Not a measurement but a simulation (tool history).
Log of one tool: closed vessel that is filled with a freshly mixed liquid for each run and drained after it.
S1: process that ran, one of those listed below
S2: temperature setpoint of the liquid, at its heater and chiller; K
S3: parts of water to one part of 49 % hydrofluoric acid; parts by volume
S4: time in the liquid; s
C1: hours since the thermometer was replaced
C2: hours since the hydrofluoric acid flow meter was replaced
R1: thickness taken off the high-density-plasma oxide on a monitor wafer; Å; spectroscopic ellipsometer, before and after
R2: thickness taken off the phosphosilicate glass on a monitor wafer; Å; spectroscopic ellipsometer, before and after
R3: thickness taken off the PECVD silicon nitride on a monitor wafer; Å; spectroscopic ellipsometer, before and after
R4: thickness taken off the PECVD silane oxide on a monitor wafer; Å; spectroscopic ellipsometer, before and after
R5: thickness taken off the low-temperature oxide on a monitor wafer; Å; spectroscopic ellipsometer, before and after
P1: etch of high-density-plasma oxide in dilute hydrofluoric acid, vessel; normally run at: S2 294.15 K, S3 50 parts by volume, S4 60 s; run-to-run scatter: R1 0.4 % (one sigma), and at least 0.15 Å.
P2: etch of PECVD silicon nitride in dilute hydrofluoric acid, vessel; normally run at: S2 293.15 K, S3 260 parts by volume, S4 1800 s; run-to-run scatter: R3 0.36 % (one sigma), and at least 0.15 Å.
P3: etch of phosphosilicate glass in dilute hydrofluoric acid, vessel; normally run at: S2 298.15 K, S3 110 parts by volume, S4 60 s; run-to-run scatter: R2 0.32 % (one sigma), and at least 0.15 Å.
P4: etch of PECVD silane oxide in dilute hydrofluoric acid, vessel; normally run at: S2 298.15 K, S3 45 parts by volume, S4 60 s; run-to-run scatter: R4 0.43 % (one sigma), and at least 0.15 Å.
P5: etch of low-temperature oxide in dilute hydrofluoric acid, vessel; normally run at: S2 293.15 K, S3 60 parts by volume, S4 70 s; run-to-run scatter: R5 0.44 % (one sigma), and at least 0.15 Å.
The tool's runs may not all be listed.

Run 1, day 0.354: S1 P1, S2 294.15 K, S3 50 parts by volume, S4 60 s; C1 1308; C2 430.7. Result: R1 110.95 Å.
Run 2, day 0.733: S1 P1, S2 300.15 K, S3 50 parts by volume, S4 60 s; C1 1317.1; C2 439.8. Result: R1 140.26 Å.
Run 3, day 1.112: S1 P3, S2 294.15 K, S3 110 parts by volume, S4 60 s; C1 1326.2; C2 448.9. Result: R2 931.58 Å.
Run 4, day 1.554: S1 P3, S2 298.15 K, S3 65 parts by volume, S4 60 s; C1 1336.8; C2 459.5. Result: R2 1960.6 Å.
Run 5, day 2.025: S1 P1, S2 297.65 K, S3 20 parts by volume, S4 60 s; C1 1348.1; C2 470.8. Result: R1 333.28 Å.
Run 6, day 2.4: S1 P3, S2 298.15 K, S3 110 parts by volume, S4 30 s; C1 1357.1; C2 479.8. Result: R2 544.31 Å.
Run 7, day 2.783: S1 P1, S2 298.65 K, S3 50 parts by volume, S4 85 s; C1 1366.3; C2 489. Result: R1 187.27 Å.
Run 8, day 3.108: S1 P1, S2 294.15 K, S3 20 parts by volume, S4 60 s; C1 1374.1; C2 496.8. Result: R1 287.98 Å.
Run 9, day 3.638: S1 P3, S2 298.15 K, S3 110 parts by volume, S4 60 s; C1 1386.8; C2 509.5. Result: R2 1086.7 Å.
Run 10, day 4.088: S1 P2, S2 293.15 K, S3 260 parts by volume, S4 3465 s; C1 1397.6; C2 520.3. Result: R3 388.69 Å.
Run 11, day 4.471: S1 P1, S2 294.15 K, S3 50 parts by volume, S4 115 s; C1 1406.8; C2 529.5. Result: R1 212.85 Å.
Run 12, day 4.917: S1 P4, S2 298.15 K, S3 60 parts by volume, S4 60 s; C1 1417.5; C2 540.2. Result: R4 313.86 Å.
Run 13, day 5.4: S1 P5, S2 293.15 K, S3 60 parts by volume, S4 30 s; C1 1429.1; C2 551.8. Result: R5 135.43 Å.
Run 14, day 5.692: S1 P5, S2 293.15 K, S3 60 parts by volume, S4 70 s; C1 1436.1; C2 558.8. Result: R5 317.22 Å.
Run 15, day 6.167: S1 P4, S2 298.15 K, S3 45 parts by volume, S4 105 s; C1 1447.5; C2 570.2. Result: R4 745.07 Å.
Run 16, day 6.504: S1 P4, S2 298.15 K, S3 45 parts by volume, S4 60 s; C1 1455.6; C2 578.3. Result: R4 427.51 Å.
Run 17, day 7.017: S1 P1, S2 294.15 K, S3 50 parts by volume, S4 60 s; C1 1467.9; C2 590.6. Result: R1 109.91 Å.
Run 18, day 7.396: S1 P4, S2 304.15 K, S3 45 parts by volume, S4 60 s; C1 1477; C2 599.7. Result: R4 540.33 Å.
Run 19, day 7.679: S1 P2, S2 300.15 K, S3 260 parts by volume, S4 1800 s; C1 1483.8; C2 606.5. Result: R3 312.54 Å.
Run 20, day 7.967: S1 P1, S2 290.15 K, S3 50 parts by volume, S4 60 s; C1 1490.7; C2 613.4. Result: R1 92.964 Å.
Run 21, day 8.362: S1 P2, S2 293.15 K, S3 110 parts by volume, S4 1800 s; C1 1500.2; C2 622.9. Result: R3 466.28 Å.
Run 22, day 8.788: S1 P5, S2 301.65 K, S3 60 parts by volume, S4 70 s; C1 1510.4; C2 633.1. Result: R5 447.71 Å.
Run 23, day 9.062: S1 P1, S2 294.15 K, S3 80 parts by volume, S4 60 s; C1 1517; C2 639.7. Result: R1 66.592 Å.
Run 24, day 9.546: S1 P1, S2 294.15 K, S3 50 parts by volume, S4 30 s; C1 1528.6; C2 651.3. Result: R1 54.65 Å.
Run 25, day 9.938: S1 P1, S2 294.15 K, S3 50 parts by volume, S4 60 s; C1 1538; C2 660.7. Result: R1 109.69 Å.
Run 26, day 10.354: S1 P1, S2 294.15 K, S3 50 parts by volume, S4 60 s; C1 1548; C2 670.7. Result: R1 110.09 Å.
Run 27, day 10.721: S1 P2, S2 293.15 K, S3 260 parts by volume, S4 1800 s; C1 1556.8; C2 679.5. Result: R3 202.49 Å.
Run 28, day 11.296: S1 P5, S2 293.15 K, S3 95 parts by volume, S4 70 s; C1 1570.6; C2 693.3. Result: R5 191.8 Å.
Run 29, day 11.583: S1 P1, S2 294.15 K, S3 50 parts by volume, S4 60 s; C1 1577.5; C2 700.2. Result: R1 111.47 Å.
Run 30, day 11.988: S1 P1, S2 294.15 K, S3 50 parts by volume, S4 60 s; C1 1587.2; C2 709.9. Result: R1 107.64 Å.
Run 31, day 12.392: S1 P1, S2 294.15 K, S3 50 parts by volume, S4 60 s; C1 1596.9; C2 719.6. Result: R1 106.98 Å.
Run 32, day 12.667: S1 P1, S2 294.15 K, S3 50 parts by volume, S4 60 s; C1 1603.5; C2 726.2. Result: R1 105.75 Å.
Run 33, day 13.079: S1 P1, S2 294.15 K, S3 50 parts by volume, S4 60 s; C1 1613.4; C2 736.1. Result: R1 103.98 Å.
Run 34, day 13.562: S1 P1, S2 294.15 K, S3 50 parts by volume, S4 60 s; C1 1625; C2 747.7. Result: R1 103.28 Å.
Run 35, day 14.025: S1 P1, S2 294.15 K, S3 50 parts by volume, S4 60 s; C1 1636.1; C2 758.8. Result: R1 103.37 Å.
Run 36, day 14.367: S1 P1, S2 294.15 K, S3 50 parts by volume, S4 60 s; C1 1644.3; C2 767. Result: R1 102.24 Å.
Run 37, day 14.662: S1 P1, S2 294.15 K, S3 50 parts by volume, S4 60 s; C1 1651.4; C2 774.1. Result: R1 103.41 Å.
Run 38, day 14.917: S1 P1, S2 294.15 K, S3 50 parts by volume, S4 60 s; C1 1657.5; C2 780.2. Result: R1 102 Å.
Run 39, day 15.45: S1 P1, S2 294.15 K, S3 50 parts by volume, S4 60 s; C1 1670.3; C2 793. Result: R1 103.18 Å.
Run 40, day 15.842: S1 P1, S2 294.15 K, S3 50 parts by volume, S4 60 s; C1 1679.7; C2 802.4. Result: R1 102.37 Å.

What P1 gives has crept away from where it was. These 2 causes fit the log equally well, each at the size given:
A: hydrofluoric acid flow below the setpoint (%) = 6.66
B: liquid colder than its thermometer reads (K) = 1.73
The creep began at about day 11.583.

4 check runs are offered, one wafer each, their results left as question marks. Which one tells the causes apart?
Run check 1, day 16.233: S1 P3, S2 298.15 K, S3 70 parts by volume, S4 60 s. Result: R2 ?.
Run check 2, day 16.233: S1 P5, S2 300.65 K, S3 60 parts by volume, S4 30 s. Result: R5 ?.
Run check 3, day 16.233: S1 P4, S2 301.15 K, S3 45 parts by volume, S4 60 s. Result: R4 ?.
Run check 4, day 16.233: S1 P2, S2 299.65 K, S3 260 parts by volume, S4 3150 s. Result: R3 ?.

What each check would give under each cause:
  check  result    if A    if B
check 1      R2  1671.6  1680.6
check 2      R5  171.37  172.37
check 3      R4  447.34  449.07
check 4      R3  495.07  477.54
How far apart the two closest causes lie, in the result that separates them most: check 1 0.54 %; check 2 0.58 %; check 3 0.39 %; check 4 3.61 %
Only check 4 tells the causes apart: in the others they would give nearly the same result.

Then check 4 was run and gave: R3 476.25 Å. Which cause is it?

It is B: liquid colder than its thermometer reads (K).

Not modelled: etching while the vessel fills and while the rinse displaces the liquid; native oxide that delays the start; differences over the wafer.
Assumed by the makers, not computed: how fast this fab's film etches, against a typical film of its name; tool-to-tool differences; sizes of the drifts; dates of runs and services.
